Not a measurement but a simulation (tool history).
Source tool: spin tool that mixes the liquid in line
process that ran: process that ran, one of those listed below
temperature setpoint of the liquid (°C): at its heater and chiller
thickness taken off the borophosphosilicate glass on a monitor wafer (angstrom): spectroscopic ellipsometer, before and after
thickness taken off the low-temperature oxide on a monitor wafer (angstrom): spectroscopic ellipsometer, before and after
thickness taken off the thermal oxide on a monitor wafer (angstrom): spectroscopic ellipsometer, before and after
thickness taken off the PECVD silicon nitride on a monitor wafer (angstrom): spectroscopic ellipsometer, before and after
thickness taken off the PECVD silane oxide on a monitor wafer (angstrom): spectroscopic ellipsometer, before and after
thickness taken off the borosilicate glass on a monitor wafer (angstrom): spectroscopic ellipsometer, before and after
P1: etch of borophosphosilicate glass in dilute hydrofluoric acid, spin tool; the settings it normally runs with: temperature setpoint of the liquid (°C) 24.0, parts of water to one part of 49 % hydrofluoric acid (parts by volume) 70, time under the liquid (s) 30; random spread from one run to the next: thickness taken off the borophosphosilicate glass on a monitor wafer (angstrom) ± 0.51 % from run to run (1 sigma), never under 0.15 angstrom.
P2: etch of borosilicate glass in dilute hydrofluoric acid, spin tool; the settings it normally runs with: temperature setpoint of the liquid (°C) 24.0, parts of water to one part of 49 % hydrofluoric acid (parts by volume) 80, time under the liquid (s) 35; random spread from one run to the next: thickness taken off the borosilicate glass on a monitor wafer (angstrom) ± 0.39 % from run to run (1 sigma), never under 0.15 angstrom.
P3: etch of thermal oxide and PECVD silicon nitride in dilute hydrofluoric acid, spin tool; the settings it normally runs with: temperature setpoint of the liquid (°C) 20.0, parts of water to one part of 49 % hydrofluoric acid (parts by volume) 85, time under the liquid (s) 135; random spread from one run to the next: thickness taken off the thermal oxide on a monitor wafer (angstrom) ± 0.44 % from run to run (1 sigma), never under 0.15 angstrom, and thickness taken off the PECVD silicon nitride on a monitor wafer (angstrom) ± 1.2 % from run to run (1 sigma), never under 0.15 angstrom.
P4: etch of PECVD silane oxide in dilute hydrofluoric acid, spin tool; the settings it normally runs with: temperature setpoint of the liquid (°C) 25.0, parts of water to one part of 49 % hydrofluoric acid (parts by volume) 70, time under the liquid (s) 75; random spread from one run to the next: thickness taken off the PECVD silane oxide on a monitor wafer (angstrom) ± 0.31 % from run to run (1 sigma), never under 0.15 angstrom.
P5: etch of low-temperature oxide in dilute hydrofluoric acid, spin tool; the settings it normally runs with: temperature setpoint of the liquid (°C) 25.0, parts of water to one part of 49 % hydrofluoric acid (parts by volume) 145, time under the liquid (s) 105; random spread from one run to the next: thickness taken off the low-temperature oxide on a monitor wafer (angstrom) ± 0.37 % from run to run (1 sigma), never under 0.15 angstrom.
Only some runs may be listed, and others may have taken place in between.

| run | hour | process that ran | temperature setpoint of the liquid (°C) | parts of water to one part of 49 % hydrofluoric acid (parts by volume) | time under the liquid (s) | hours since the thermometer was replaced | hours since the hydrofluoric acid flow meter was replaced | thickness taken off the borophosphosilicate glass on a monitor wafer (angstrom) | thickness taken off the low-temperature oxide on a monitor wafer (angstrom) | thickness taken off the thermal oxide on a monitor wafer (angstrom) | thickness taken off the PECVD silicon nitride on a monitor wafer (angstrom) | thickness taken off the PECVD silane oxide on a monitor wafer (angstrom) | thickness taken off the borosilicate glass on a monitor wafer (angstrom) |
|---|---|---|---|---|---|---|---|---|---|---|---|---|---|
| 1 | 9.4 | P1 | 24.0 | 70 | 30 | 419.2 | 747.2 | 169.450 |  |  |  |  |  |
| 2 | 19.0 | P5 | 25.0 | 50 | 105 | 428.8 | 756.8 |  | 494.53 |  |  |  |  |
| 3 | 29.2 | P3 | 20.0 | 85 | 135 | 439.0 | 767.0 |  |  | 61.469 | 20.274 |  |  |
| 4 | 38.9 | P1 | 24.0 | 70 | 30 | 448.7 | 776.7 | 167.560 |  |  |  |  |  |
| 5 | 52.8 | P1 | 18.5 | 70 | 30 | 462.6 | 790.6 | 133.580 |  |  |  |  |  |
| 6 | 63.5 | P1 | 24.0 | 20 | 30 | 473.3 | 801.3 | 631.590 |  |  |  |  |  |
| 7 | 75.3 | P4 | 25.0 | 70 | 75 | 485.1 | 813.1 |  |  |  |  | 230.54 |  |
| 8 | 81.4 | P1 | 24.0 | 70 | 30 | 491.2 | 819.2 | 167.930 |  |  |  |  |  |
| 9 | 92.6 | P1 | 24.0 | 70 | 30 | 502.4 | 830.4 | 168.450 |  |  |  |  |  |
| 10 | 102.8 | P1 | 24.0 | 70 | 30 | 512.6 | 840.6 | 167.330 |  |  |  |  |  |
| 11 | 112.5 | P3 | 20.0 | 85 | 255 | 522.3 | 850.3 |  |  | 116.820 | 39.461 |  |  |
| 12 | 124.9 | P5 | 25.0 | 145 | 170 | 534.7 | 862.7 |  | 245.60 |  |  |  |  |
|  | 128.1 | thermometer replaced |
| 13 | 135.5 | P4 | 25.0 | 70 | 130 | 7.4 | 873.3 |  |  |  |  | 401.81 |  |
| 14 | 145.7 | P1 | 24.0 | 70 | 50 | 17.6 | 883.5 | 280.550 |  |  |  |  |  |
| 15 | 156.8 | P1 | 19.0 | 30 | 30 | 28.7 | 894.6 | 335.530 |  |  |  |  |  |
| 16 | 166.5 | P3 | 20.0 | 85 | 135 | 38.4 | 904.3 |  |  | 61.942 | 21.288 |  |  |
| 17 | 173.1 | P4 | 20.0 | 70 | 75 | 45.0 | 910.9 |  |  |  |  | 187.52 |  |
| 18 | 184.7 | P1 | 24.0 | 70 | 30 | 56.6 | 922.5 | 169.550 |  |  |  |  |  |
| 19 | 193.6 | P1 | 24.0 | 70 | 15 | 65.5 | 931.4 | 84.140 |  |  |  |  |  |
| 20 | 204.5 | P1 | 24.0 | 45 | 15 | 76.4 | 942.3 | 134.260 |  |  |  |  |  |
| 21 | 217.4 | P2 | 24.0 | 130 | 35 | 89.3 | 955.2 |  |  |  |  |  | 42.594 |
| 22 | 229.4 | P1 | 24.0 | 70 | 30 | 101.3 | 967.2 | 167.750 |  |  |  |  |  |
| 23 | 237.5 | P1 | 32.0 | 70 | 30 | 109.4 | 975.3 | 228.590 |  |  |  |  |  |
| 24 | 249.7 | P3 | 20.0 | 30 | 135 | 121.6 | 987.5 |  |  | 187.610 | 57.243 |  |  |
| 25 | 260.2 | P3 | 25.0 | 85 | 135 | 132.1 | 998.0 |  |  | 75.417 | 29.539 |  |  |
| 26 | 268.8 | P2 | 24.0 | 80 | 15 | 140.7 | 1006.6 |  |  |  |  |  | 31.371 |
| 27 | 276.5 | P5 | 20.0 | 145 | 105 | 148.4 | 1014.3 |  | 124.23 |  |  |  |  |
| 28 | 283.1 | P1 | 24.0 | 120 | 30 | 155.0 | 1020.9 | 92.453 |  |  |  |  |  |
| 29 | 293.3 | P4 | 25.0 | 70 | 75 | 165.2 | 1031.1 |  |  |  |  | 231.31 |  |
| 30 | 303.1 | P5 | 25.0 | 145 | 105 | 175.0 | 1040.9 |  | 151.17 |  |  |  |  |
| 31 | 309.7 | P4 | 25.0 | 110 | 75 | 181.6 | 1047.5 |  |  |  |  | 139.34 |  |
| 32 | 319.5 | P2 | 24.0 | 80 | 35 | 191.4 | 1057.3 |  |  |  |  |  | 72.445 |
| 33 | 328.5 | P2 | 20.5 | 80 | 35 | 200.4 | 1066.3 |  |  |  |  |  | 63.531 |
| 34 | 335.0 | P1 | 24.0 | 70 | 30 | 206.9 | 1072.8 | 168.360 |  |  |  |  |  |
| 35 | 344.0 | P1 | 24.0 | 70 | 30 | 215.9 | 1081.8 | 163.470 |  |  |  |  |  |
| 36 | 357.4 | P1 | 24.0 | 70 | 30 | 229.3 | 1095.2 | 160.680 |  |  |  |  |  |
| 37 | 370.2 | P1 | 24.0 | 70 | 30 | 242.1 | 1108.0 | 156.690 |  |  |  |  |  |
| 38 | 376.9 | P1 | 24.0 | 70 | 30 | 248.8 | 1114.7 | 157.850 |  |  |  |  |  |
| 39 | 384.4 | P1 | 24.0 | 70 | 30 | 256.3 | 1122.2 | 155.880 |  |  |  |  |  |
| 40 | 395.4 | P1 | 24.0 | 70 | 30 | 267.3 | 1133.2 | 154.530 |  |  |  |  |  |
| 41 | 405.4 | P1 | 24.0 | 70 | 30 | 277.3 | 1143.2 | 154.450 |  |  |  |  |  |
| 42 | 411.7 | P1 | 24.0 | 70 | 30 | 283.6 | 1149.5 | 155.430 |  |  |  |  |  |
| 43 | 418.6 | P1 | 24.0 | 70 | 30 | 290.5 | 1156.4 | 155.170 |  |  |  |  |  |
| 44 | 424.8 | P1 | 24.0 | 70 | 30 | 296.7 | 1162.6 | 154.200 |  |  |  |  |  |

Compared with where it was, what P1 gives has crept away. Each cause listed below fits the log as well as the rest, at the size given for it:
A: liquid colder than its thermometer reads (K) = 2.08
B: hydrofluoric acid flow below the setpoint (%) = 7.46
The drift started at roughly hour 335.0.

Each of the check runs listed below is run on 2 wafers and reports their average, with the results left as question marks. Pick the one under which the possible causes would lead to clearly different results.
| check 1 | 431.0 | P3 | 20.0 | 85 | 250 |  |  |  |  | ? | ? |  |  |
| check 2 | 431.0 | P2 | 24.0 | 110 | 35 |  |  |  |  |  |  |  | ? |
| check 3 | 431.0 | P5 | 25.0 | 95 | 105 |  |  |  | ? |  |  |  |  |
| check 4 | 431.0 | P4 | 21.5 | 70 | 75 |  |  |  |  |  |  | ? |  |

If the cause were each of the candidates in turn, the checks would give the following:
| check | result | if A | if B |
|---|---|---|---|
| check 1 | thickness taken off the thermal oxide on a monitor wafer (angstrom) | 105.120 | 105.300 |
| check 1 | thickness taken off the PECVD silicon nitride on a monitor wafer (angstrom) | 33.727 | 36.099 |
| check 2 | thickness taken off the borosilicate glass on a monitor wafer (angstrom) | 47.111 | 46.847 |
| check 3 | thickness taken off the low-temperature oxide on a monitor wafer (angstrom) | 225.20 | 224.20 |
| check 4 | thickness taken off the PECVD silane oxide on a monitor wafer (angstrom) | 183.04 | 183.50 |
Separation of the two closest causes in each check, using whichever result separates them best: check 1 6.8 %; check 2 0.56 %; check 3 0.45 %; check 4 0.25 %
The other checks would show nearly matching results whichever cause is true, so check 1 is the only one that separates the causes.

Here is what check 1 returned: thickness taken off the thermal oxide on a monitor wafer (angstrom) 105.610; thickness taken off the PECVD silicon nitride on a monitor wafer (angstrom) 33.616. Which cause is it?

Of the candidate causes, it is A: liquid colder than its thermometer reads (K).
